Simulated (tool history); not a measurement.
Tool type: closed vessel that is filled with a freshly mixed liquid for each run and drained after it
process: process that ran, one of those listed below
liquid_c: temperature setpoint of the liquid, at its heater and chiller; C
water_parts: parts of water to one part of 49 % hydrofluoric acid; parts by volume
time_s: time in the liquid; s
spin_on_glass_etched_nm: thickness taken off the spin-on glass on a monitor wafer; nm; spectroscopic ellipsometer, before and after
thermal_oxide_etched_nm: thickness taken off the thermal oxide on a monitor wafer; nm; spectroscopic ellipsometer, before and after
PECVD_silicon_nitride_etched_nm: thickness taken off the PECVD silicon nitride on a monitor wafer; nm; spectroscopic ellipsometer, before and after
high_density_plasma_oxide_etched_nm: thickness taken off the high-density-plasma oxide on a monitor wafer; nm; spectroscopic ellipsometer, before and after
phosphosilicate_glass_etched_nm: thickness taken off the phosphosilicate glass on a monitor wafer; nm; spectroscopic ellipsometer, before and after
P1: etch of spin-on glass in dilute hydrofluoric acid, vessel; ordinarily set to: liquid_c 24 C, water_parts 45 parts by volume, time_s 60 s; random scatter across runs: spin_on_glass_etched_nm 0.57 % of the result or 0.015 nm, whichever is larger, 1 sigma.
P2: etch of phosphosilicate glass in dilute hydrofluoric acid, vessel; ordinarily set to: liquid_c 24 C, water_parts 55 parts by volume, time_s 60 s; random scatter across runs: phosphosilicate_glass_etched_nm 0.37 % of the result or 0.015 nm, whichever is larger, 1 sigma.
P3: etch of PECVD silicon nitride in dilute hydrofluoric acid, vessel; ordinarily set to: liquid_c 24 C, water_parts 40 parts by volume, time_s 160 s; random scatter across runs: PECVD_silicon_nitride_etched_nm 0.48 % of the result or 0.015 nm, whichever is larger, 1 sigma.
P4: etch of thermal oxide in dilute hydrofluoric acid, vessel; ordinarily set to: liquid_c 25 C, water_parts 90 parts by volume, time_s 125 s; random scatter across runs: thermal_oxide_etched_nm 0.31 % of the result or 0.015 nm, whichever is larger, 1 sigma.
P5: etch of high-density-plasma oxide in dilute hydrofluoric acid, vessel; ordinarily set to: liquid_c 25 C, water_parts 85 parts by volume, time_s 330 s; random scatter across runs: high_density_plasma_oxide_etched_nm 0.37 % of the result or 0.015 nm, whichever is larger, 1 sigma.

run	hour	process	liquid_c	water_parts	time_s	spin_on_glass_etched_nm	thermal_oxide_etched_nm	PECVD_silicon_nitride_etched_nm	high_density_plasma_oxide_etched_nm	phosphosilicate_glass_etched_nm
1	12	P1	24	45	60	65.277				
2	23.9	P4	18	90	125		4.9817			
3	38.1	P3	24	40	160			11.892		
4	54.4	P1	24	65	60	43.641				
5	62.2	P4	25	90	125		6.6257			
6	74.4	P1	24	45	60	63.856				
7	83.5	P3	24	40	35			2.6206		
8	96.2	P5	25	85	70				4.5415	
9	107.7	P1	28	45	60	76.188				
10	120.4	P2	24	55	60					83.81
11	136.7	P1	24	45	60	64.768				
12	148.7	P2	24	55	60					82.923
13	156.6	P1	24	45	60	64.651				
14	167.5	P1	24	45	95	101.58				
15	181	P3	24	40	160			11.884		
16	189.3	P1	18.5	45	60	51.944				
17	200.2	P4	25	50	125		12.618			
18	209.3	P2	17	55	60					61.808
19	218.3	P5	32	85	330				28.131	
20	232	P3	17	40	160			7.2548		
21	246.5	P4	25	90	60		3.1927			
22	255.4	P1	24	45	30	32.256				
23	263.7	P5	25	85	330				21.487	
24	278.4	P1	24	20	60	150.46				
25	289	P2	24	20	60					240.9
26	297.1	P1	31.5	75	60	50.141				
27	310.9	P3	24	20	160			23.121		
28	326.1	P1	27.5	70	60	46.21				
29	336.8	P5	25	150	330				11.267	
30	349.6	P1	24	45	60	64.885				
31	360.7	P2	24	55	100					138.53
32	370	P1	24	45	60	64.44				
33	378.8	P1	24	45	60	63.222				
34	387.4	P1	24	45	60	62.144				
35	397.1	P1	24	45	60	61.373				
36	405.3	P1	24	45	60	60.58				
37	421.8	P1	24	45	60	59.73				
38	438.6	P1	24	45	60	59.69				
39	449.4	P1	24	45	60	59.21				
40	465.4	P1	24	45	60	58.887				
41	473.3	P1	24	45	60	58.761				
42	485	P1	24	45	60	59.335				
43	494.3	P1	24	45	60	59.464				

P1 no longer gives what it gave before; its output has crept away from where it was. The following 2 causes, each at its listed size, fit the log equally well:
A: hydrofluoric acid flow below the setpoint (%) = 8.04
B: liquid colder than its thermometer reads (K) = 2.14
The creep began at about hour 370.

Consider the 4 single-wafer check runs listed below, results given as question marks: which one distinguishes between the causes by giving clearly different results for each?
check 1	503.6	P5	25	85	330				?	
check 2	503.6	P2	24	55	60					?
check 3	503.6	P4	25	90	125		?			
check 4	503.6	P3	24	40	160			?		

What each check would give under each cause:
check	result	if A	if B
check 1	high_density_plasma_oxide_etched_nm	19.6	19.748
check 2	phosphosilicate_glass_etched_nm	76.148	76.276
check 3	thermal_oxide_etched_nm	6.0429	6.0937
check 4	PECVD_silicon_nitride_etched_nm	10.926	10.245
Separation of the two closest causes in each check, using whichever result separates them best: check 1 0.75 %; check 2 0.17 %; check 3 0.84 %; check 4 6.44 %
Check 4 tells the causes apart: in the others they would give nearly the same result.

The results of check 4 are: PECVD_silicon_nitride_etched_nm 10.252 nm. Based on these, which of the listed causes is it?

B is the cause: liquid colder than its thermometer reads (K).

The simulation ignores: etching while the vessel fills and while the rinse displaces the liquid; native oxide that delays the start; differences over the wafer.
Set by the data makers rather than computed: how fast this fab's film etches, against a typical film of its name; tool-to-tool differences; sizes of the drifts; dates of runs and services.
